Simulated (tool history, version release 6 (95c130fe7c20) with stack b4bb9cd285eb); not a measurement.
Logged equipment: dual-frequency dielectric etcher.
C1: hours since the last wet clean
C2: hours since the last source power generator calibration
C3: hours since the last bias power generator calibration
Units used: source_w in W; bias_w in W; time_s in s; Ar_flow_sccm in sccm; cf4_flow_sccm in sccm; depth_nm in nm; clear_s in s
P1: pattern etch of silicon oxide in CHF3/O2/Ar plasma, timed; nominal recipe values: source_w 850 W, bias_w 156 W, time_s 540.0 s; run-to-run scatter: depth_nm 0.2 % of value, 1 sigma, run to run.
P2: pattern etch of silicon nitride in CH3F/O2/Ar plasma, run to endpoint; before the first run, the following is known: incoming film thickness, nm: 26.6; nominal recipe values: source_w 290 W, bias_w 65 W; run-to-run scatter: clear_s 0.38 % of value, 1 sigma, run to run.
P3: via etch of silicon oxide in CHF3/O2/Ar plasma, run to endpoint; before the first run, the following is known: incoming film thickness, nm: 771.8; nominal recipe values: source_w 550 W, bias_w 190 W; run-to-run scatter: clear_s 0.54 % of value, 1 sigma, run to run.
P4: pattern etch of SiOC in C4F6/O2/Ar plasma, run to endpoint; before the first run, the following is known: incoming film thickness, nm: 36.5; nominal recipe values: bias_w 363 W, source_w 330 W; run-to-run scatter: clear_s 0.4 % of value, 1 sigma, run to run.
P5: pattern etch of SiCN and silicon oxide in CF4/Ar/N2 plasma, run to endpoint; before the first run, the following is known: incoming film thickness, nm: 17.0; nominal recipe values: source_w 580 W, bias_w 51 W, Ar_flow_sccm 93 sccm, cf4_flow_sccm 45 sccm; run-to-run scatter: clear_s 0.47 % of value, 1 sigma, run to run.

run 1 day=0.142 | process=P1 source_w=850 bias_w=156 time_s=540.0 | C1=430.8 C2=664.5 C3=312.7 | depth_nm=1150.90
run 2 day=0.321 | process=P1 source_w=850 bias_w=156 time_s=344.5 | C1=435.1 C2=668.8 C3=317.0 | depth_nm=732.48
run 3 day=0.450 | process=P3 source_w=390 bias_w=190 | C1=438.2 C2=671.9 C3=320.1 | clear_s=468.890
run 4 day=0.567 | process=P2 source_w=290 bias_w=65 | C1=441.0 C2=674.7 C3=322.9 | clear_s=44.687
run 5 day=0.808 | process=P2 source_w=290 bias_w=42 | C1=446.8 C2=680.5 C3=328.7 | clear_s=51.828
run 6 day=1.058 | process=P1 source_w=850 bias_w=156 time_s=540.0 | C1=452.8 C2=686.5 C3=334.7 | depth_nm=1144.30
run 7 day=1.167 | process=P1 source_w=850 bias_w=156 time_s=540.0 | C1=455.4 C2=689.1 C3=337.3 | depth_nm=1146.40
run 8 day=1.383 | process=P1 source_w=850 bias_w=121 time_s=540.0 | C1=460.6 C2=694.3 C3=342.5 | depth_nm=1058.00
run 9 day=1.625 | process=P3 source_w=550 bias_w=125 | C1=466.4 C2=700.1 C3=348.3 | clear_s=472.910
run 10 day=1.862 | process=P5 source_w=580 bias_w=51 Ar_flow_sccm=59 cf4_flow_sccm=45 | C1=472.1 C2=705.8 C3=354.0 | clear_s=16.780
run 11 day=2.054 | process=P1 source_w=850 bias_w=156 time_s=540.0 | C1=476.7 C2=710.4 C3=358.6 | depth_nm=1147.00
run 12 day=2.162 | process=P5 source_w=720 bias_w=51 Ar_flow_sccm=93 cf4_flow_sccm=45 | C1=479.3 C2=713.0 C3=361.2 | clear_s=15.121
run 13 day=2.317 | process=P2 source_w=350 bias_w=65 | C1=483.0 C2=716.7 C3=364.9 | clear_s=41.699
run 14 day=2.500 | process=P4 source_w=330 bias_w=363 | C1=487.4 C2=721.1 C3=369.3 | clear_s=14.788
run 15 day=2.629 | process=P1 source_w=850 bias_w=156 time_s=540.0 | C1=490.5 C2=724.2 C3=372.4 | depth_nm=1145.70
run 16 day=2.833 | process=P1 source_w=580 bias_w=156 time_s=540.0 | C1=495.4 C2=729.1 C3=377.3 | depth_nm=988.63
run 17 day=3.008 | process=P3 source_w=550 bias_w=190 | C1=499.6 C2=733.3 C3=381.5 | clear_s=408.790
run 18 day=3.258 | process=P4 source_w=260 bias_w=363 | C1=505.6 C2=739.3 C3=387.5 | clear_s=16.196
run 19 day=3.379 | process=P1 source_w=1190 bias_w=156 time_s=540.0 | C1=508.5 C2=742.2 C3=390.4 | depth_nm=1304.10
run 20 day=3.629 | process=P5 source_w=580 bias_w=70 Ar_flow_sccm=93 cf4_flow_sccm=45 | C1=514.5 C2=748.2 C3=396.4 | clear_s=16.401
run 21 day=3.883 | process=P1 source_w=850 bias_w=126 time_s=375.5 | C1=520.6 C2=754.3 C3=402.5 | depth_nm=744.55
run 22 day=4.096 | process=P5 source_w=580 bias_w=51 Ar_flow_sccm=93 cf4_flow_sccm=58 | C1=525.7 C2=759.4 C3=407.6 | clear_s=17.466
run 23 day=4.250 | process=P5 source_w=580 bias_w=51 Ar_flow_sccm=93 cf4_flow_sccm=45 | C1=529.4 C2=763.1 C3=411.3 | clear_s=18.152
run 24 day=4.467 | process=P1 source_w=850 bias_w=186 time_s=540.0 | C1=534.6 C2=768.3 C3=416.5 | depth_nm=1211.70
run 25 day=4.625 | process=P3 source_w=550 bias_w=190 | C1=538.4 C2=772.1 C3=420.3 | clear_s=406.330
run 26 day=4.850 | process=P1 source_w=850 bias_w=156 time_s=540.0 | C1=543.8 C2=777.5 C3=425.7 | depth_nm=1145.30
run 27 day=5.021 | process=P4 source_w=330 bias_w=480 | C1=547.9 C2=781.6 C3=429.8 | clear_s=13.388
run 28 day=5.150 | process=P1 source_w=850 bias_w=156 time_s=766.5 | C1=551.0 C2=784.7 C3=432.9 | depth_nm=1622.60
run 29 day=5.371 | process=P1 source_w=850 bias_w=156 time_s=540.0 | C1=556.3 C2=790.0 C3=438.2 | depth_nm=1147.00

The next listed run, before its measurement:
run 30 day=5.558 | process=P1 source_w=850 bias_w=156 time_s=540.0 | C1=560.8 C2=794.5 C3=442.7 | depth_nm=?

depth_nm: 1147.70 nm
